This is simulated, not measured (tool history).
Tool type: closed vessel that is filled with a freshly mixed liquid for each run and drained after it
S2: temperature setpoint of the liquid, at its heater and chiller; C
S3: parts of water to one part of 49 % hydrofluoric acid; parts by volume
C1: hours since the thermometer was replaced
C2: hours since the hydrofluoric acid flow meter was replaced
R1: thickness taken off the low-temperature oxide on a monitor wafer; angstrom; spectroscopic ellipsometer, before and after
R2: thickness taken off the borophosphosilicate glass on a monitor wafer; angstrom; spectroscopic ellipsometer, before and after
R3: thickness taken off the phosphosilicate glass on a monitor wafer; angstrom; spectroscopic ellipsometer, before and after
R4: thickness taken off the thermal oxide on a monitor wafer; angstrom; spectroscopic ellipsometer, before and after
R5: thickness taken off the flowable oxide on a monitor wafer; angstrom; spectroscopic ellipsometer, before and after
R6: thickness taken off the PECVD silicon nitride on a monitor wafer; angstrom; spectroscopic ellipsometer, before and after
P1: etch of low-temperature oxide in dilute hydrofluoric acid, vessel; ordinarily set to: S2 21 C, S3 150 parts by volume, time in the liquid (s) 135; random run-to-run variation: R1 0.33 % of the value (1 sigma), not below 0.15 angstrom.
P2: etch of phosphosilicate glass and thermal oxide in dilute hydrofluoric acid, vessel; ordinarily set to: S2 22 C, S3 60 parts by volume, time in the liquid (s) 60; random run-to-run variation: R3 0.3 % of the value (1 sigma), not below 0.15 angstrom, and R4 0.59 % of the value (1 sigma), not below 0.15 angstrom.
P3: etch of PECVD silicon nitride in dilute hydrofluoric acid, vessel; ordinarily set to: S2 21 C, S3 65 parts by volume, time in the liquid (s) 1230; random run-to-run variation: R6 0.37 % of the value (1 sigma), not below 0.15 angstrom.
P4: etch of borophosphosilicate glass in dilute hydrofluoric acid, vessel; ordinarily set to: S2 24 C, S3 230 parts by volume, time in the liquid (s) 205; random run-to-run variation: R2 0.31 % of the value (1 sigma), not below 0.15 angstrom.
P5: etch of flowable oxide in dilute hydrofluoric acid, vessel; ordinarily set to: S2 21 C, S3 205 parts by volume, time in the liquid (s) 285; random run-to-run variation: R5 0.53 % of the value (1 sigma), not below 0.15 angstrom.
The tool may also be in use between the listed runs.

{"run": 1, "hour": 15.9, "process that ran": "P1", "S2": 21, "S3": 150, "time in the liquid (s)": 135, "C1": 933.9, "C2": 1424.2, "R1": 133.73}
{"run": 2, "hour": 28.5, "process that ran": "P4", "S2": 24, "S3": 125, "time in the liquid (s)": 205, "C1": 946.5, "C2": 1436.8, "R2": 773.31}
{"run": 3, "hour": 38.7, "process that ran": "P1", "S2": 21, "S3": 150, "time in the liquid (s)": 135, "C1": 956.7, "C2": 1447, "R1": 133.78}
{"run": 4, "hour": 53.8, "process that ran": "P1", "S2": 21, "S3": 150, "time in the liquid (s)": 135, "C1": 971.8, "C2": 1462.1, "R1": 134.43}
{"run": 5, "hour": 63.4, "process that ran": "P4", "S2": 31.5, "S3": 230, "time in the liquid (s)": 205, "C1": 981.4, "C2": 1471.7, "R2": 488.98}
{"run": 6, "hour": 79.6, "process that ran": "P2", "S2": 22, "S3": 60, "time in the liquid (s)": 60, "C1": 997.6, "C2": 1487.9, "R3": 1799.2, "R4": 45.81}
{"run": 7, "hour": 93.3, "process that ran": "P1", "S2": 17, "S3": 150, "time in the liquid (s)": 135, "C1": 1011.3, "C2": 1501.6, "R1": 114.27}
{"run": 8, "hour": 104.5, "process that ran": "P1", "S2": 21, "S3": 90, "time in the liquid (s)": 135, "C1": 1022.5, "C2": 1512.8, "R1": 237.41}
{"run": 9, "hour": 117.5, "process that ran": "P2", "S2": 22, "S3": 60, "time in the liquid (s)": 105, "C1": 1035.5, "C2": 1525.8, "R3": 3142.4, "R4": 80.738}
{"run": 10, "hour": 131.8, "process that ran": "P1", "S2": 21, "S3": 230, "time in the liquid (s)": 135, "C1": 1049.8, "C2": 1540.1, "R1": 80.515}
{"run": 11, "hour": 146.7, "process that ran": "P5", "S2": 21, "S3": 205, "time in the liquid (s)": 285, "C1": 1064.7, "C2": 1555, "R5": 312.88}
{"run": 12, "hour": 155.8, "process that ran": "P2", "S2": 22, "S3": 60, "time in the liquid (s)": 60, "C1": 1073.8, "C2": 1564.1, "R3": 1806.3, "R4": 45.851}
{"run": 13, "hour": 162.8, "process that ran": "P5", "S2": 21, "S3": 340, "time in the liquid (s)": 285, "C1": 1080.8, "C2": 1571.1, "R5": 165.4}
{"run": 14, "hour": 174.2, "process that ran": "P1", "S2": 27.5, "S3": 150, "time in the liquid (s)": 195, "C1": 1092.2, "C2": 1582.5, "R1": 247.21}
{"run": 15, "hour": 181.6, "process that ran": "P1", "S2": 26.5, "S3": 150, "time in the liquid (s)": 135, "C1": 1099.6, "C2": 1589.9, "R1": 164.27}
{"run": 16, "hour": 189.0, "process that ran": "P1", "S2": 21, "S3": 150, "time in the liquid (s)": 70, "C1": 1107, "C2": 1597.3, "R1": 68.984}
{"run": 17, "hour": 199.3, "process that ran": "P3", "S2": 17, "S3": 65, "time in the liquid (s)": 1230, "C1": 1117.3, "C2": 1607.6, "R6": 451.5}
{"run": 18, "hour": 206.6, "process that ran": "P3", "S2": 21, "S3": 30, "time in the liquid (s)": 1230, "C1": 1124.6, "C2": 1614.9, "R6": 1256.7}
{"run": 19, "hour": 222.0, "process that ran": "P1", "S2": 21, "S3": 150, "time in the liquid (s)": 205, "C1": 1140, "C2": 1630.3, "R1": 204}
{"run": 20, "hour": 235.2, "process that ran": "P4", "S2": 24, "S3": 230, "time in the liquid (s)": 205, "C1": 1153.2, "C2": 1643.5, "R2": 378.54}
{"run": 21, "hour": 246.5, "process that ran": "P1", "S2": 21, "S3": 150, "time in the liquid (s)": 135, "C1": 1164.5, "C2": 1654.8, "R1": 133.15}
{"run": 22, "hour": 261.2, "process that ran": "P5", "S2": 21, "S3": 205, "time in the liquid (s)": 30, "C1": 1179.2, "C2": 1669.5, "R5": 32.196}
{"run": 23, "hour": 277.5, "process that ran": "P1", "S2": 21, "S3": 150, "time in the liquid (s)": 135, "C1": 1195.5, "C2": 1685.8, "R1": 134.49}
{"run": 24, "hour": 292.3, "process that ran": "P2", "S2": 29, "S3": 60, "time in the liquid (s)": 60, "C1": 1210.3, "C2": 1700.6, "R3": 2390.7, "R4": 60.224}
{"run": 25, "hour": 306.7, "process that ran": "P3", "S2": 21, "S3": 65, "time in the liquid (s)": 2120, "C1": 1224.7, "C2": 1715, "R6": 1029.4}
{"run": 26, "hour": 315.3, "process that ran": "P4", "S2": 24, "S3": 230, "time in the liquid (s)": 55, "C1": 1233.3, "C2": 1723.6, "R2": 100.55}
{"run": 27, "hour": 329.5, "process that ran": "P5", "S2": 28, "S3": 205, "time in the liquid (s)": 285, "C1": 1247.5, "C2": 1737.8, "R5": 399.81}
{"run": 28, "hour": 339.7, "process that ran": "P1", "S2": 21, "S3": 245, "time in the liquid (s)": 220, "C1": 1257.7, "C2": 1748, "R1": 121.17}
{"run": 29, "hour": 352.6, "process that ran": "P3", "S2": 21, "S3": 65, "time in the liquid (s)": 1230, "C1": 1270.6, "C2": 1760.9, "R6": 593.56}
{"run": 30, "hour": 360.2, "process that ran": "P2", "S2": 22, "S3": 100, "time in the liquid (s)": 60, "C1": 1278.2, "C2": 1768.5, "R3": 1028.4, "R4": 26.268}
{"run": 31, "hour": 371.5, "process that ran": "P1", "S2": 26.5, "S3": 150, "time in the liquid (s)": 260, "C1": 1289.5, "C2": 1779.8, "R1": 317.8}
{"run": 32, "hour": 384.5, "process that ran": "P1", "S2": 21, "S3": 150, "time in the liquid (s)": 135, "C1": 1302.5, "C2": 1792.8, "R1": 134.4}
{"run": 33, "hour": 395.2, "process that ran": "P1", "S2": 21, "S3": 150, "time in the liquid (s)": 135, "C1": 1313.2, "C2": 1803.5, "R1": 130.63}
{"run": 34, "hour": 404.7, "process that ran": "P1", "S2": 21, "S3": 150, "time in the liquid (s)": 135, "C1": 1322.7, "C2": 1813, "R1": 128.41}
{"run": 35, "hour": 420.1, "process that ran": "P1", "S2": 21, "S3": 150, "time in the liquid (s)": 135, "C1": 1338.1, "C2": 1828.4, "R1": 126.22}
{"run": 36, "hour": 429.0, "process that ran": "P1", "S2": 21, "S3": 150, "time in the liquid (s)": 135, "C1": 1347, "C2": 1837.3, "R1": 126.17}
{"run": 37, "hour": 440.7, "process that ran": "P1", "S2": 21, "S3": 150, "time in the liquid (s)": 135, "C1": 1358.7, "C2": 1849, "R1": 124.95}
{"run": 38, "hour": 455.0, "process that ran": "P1", "S2": 21, "S3": 150, "time in the liquid (s)": 135, "C1": 1373, "C2": 1863.3, "R1": 124.3}
{"run": 39, "hour": 466.4, "process that ran": "P1", "S2": 21, "S3": 150, "time in the liquid (s)": 135, "C1": 1384.4, "C2": 1874.7, "R1": 123.09}
{"run": 40, "hour": 482.8, "process that ran": "P1", "S2": 21, "S3": 150, "time in the liquid (s)": 135, "C1": 1400.8, "C2": 1891.1, "R1": 123.43}
{"run": 41, "hour": 493.5, "process that ran": "P1", "S2": 21, "S3": 150, "time in the liquid (s)": 135, "C1": 1411.5, "C2": 1901.8, "R1": 123.24}
{"run": 42, "hour": 502.5, "process that ran": "P1", "S2": 21, "S3": 150, "time in the liquid (s)": 135, "C1": 1420.5, "C2": 1910.8, "R1": 122.98}
{"run": 43, "hour": 517.7, "process that ran": "P1", "S2": 21, "S3": 150, "time in the liquid (s)": 135, "C1": 1435.7, "C2": 1926, "R1": 123.14}

Compared with where it was, what P1 gives has crept away. Each cause listed below fits the log as well as the rest, at the size given for it:
A: hydrofluoric acid flow below the setpoint (%) = 7.03
B: liquid colder than its thermometer reads (K) = 2.14
The process output started creeping at around hour 384.5.

4 check runs are offered, one wafer each, their results left as question marks. Which one tells the causes apart?
{"run": "check 1", "hour": 532.9, "process that ran": "P3", "S2": 17, "S3": 65, "time in the liquid (s)": 1920, "R6": "?"}
{"run": "check 2", "hour": 532.9, "process that ran": "P2", "S2": 27.5, "S3": 90, "time in the liquid (s)": 60, "R3": "?", "R4": "?"}
{"run": "check 3", "hour": 532.9, "process that ran": "P5", "S2": 28, "S3": 205, "time in the liquid (s)": 40, "R5": "?"}
{"run": "check 4", "hour": 532.9, "process that ran": "P4", "S2": 24, "S3": 140, "time in the liquid (s)": 205, "R2": "?"}

Outcome of each check run for each possible cause:
check=check_1 result=R6 if_A=654.94 if_B=603.57
check=check_2 result=R3 if_A=1324.8 if_B=1322.9
check=check_2 result=R4 if_A=33.748 if_B=33.699
check=check_3 result=R5 if_A=51.236 if_B=51.987
check=check_4 result=R2 if_A=626.6 if_B=627.75
Per-check spread between the two closest causes, in the result where they differ most: check 1 8.17 %; check 2 0.15 %; check 3 1.45 %; check 4 0.18 %
The other checks would show nearly matching results whichever cause is true, so check 1 is the only one that separates the causes.

Running check 1 produced the following: R6 652.92 angstrom. Which one of the listed causes fits?

The correct cause is A, namely: hydrofluoric acid flow below the setpoint (%).

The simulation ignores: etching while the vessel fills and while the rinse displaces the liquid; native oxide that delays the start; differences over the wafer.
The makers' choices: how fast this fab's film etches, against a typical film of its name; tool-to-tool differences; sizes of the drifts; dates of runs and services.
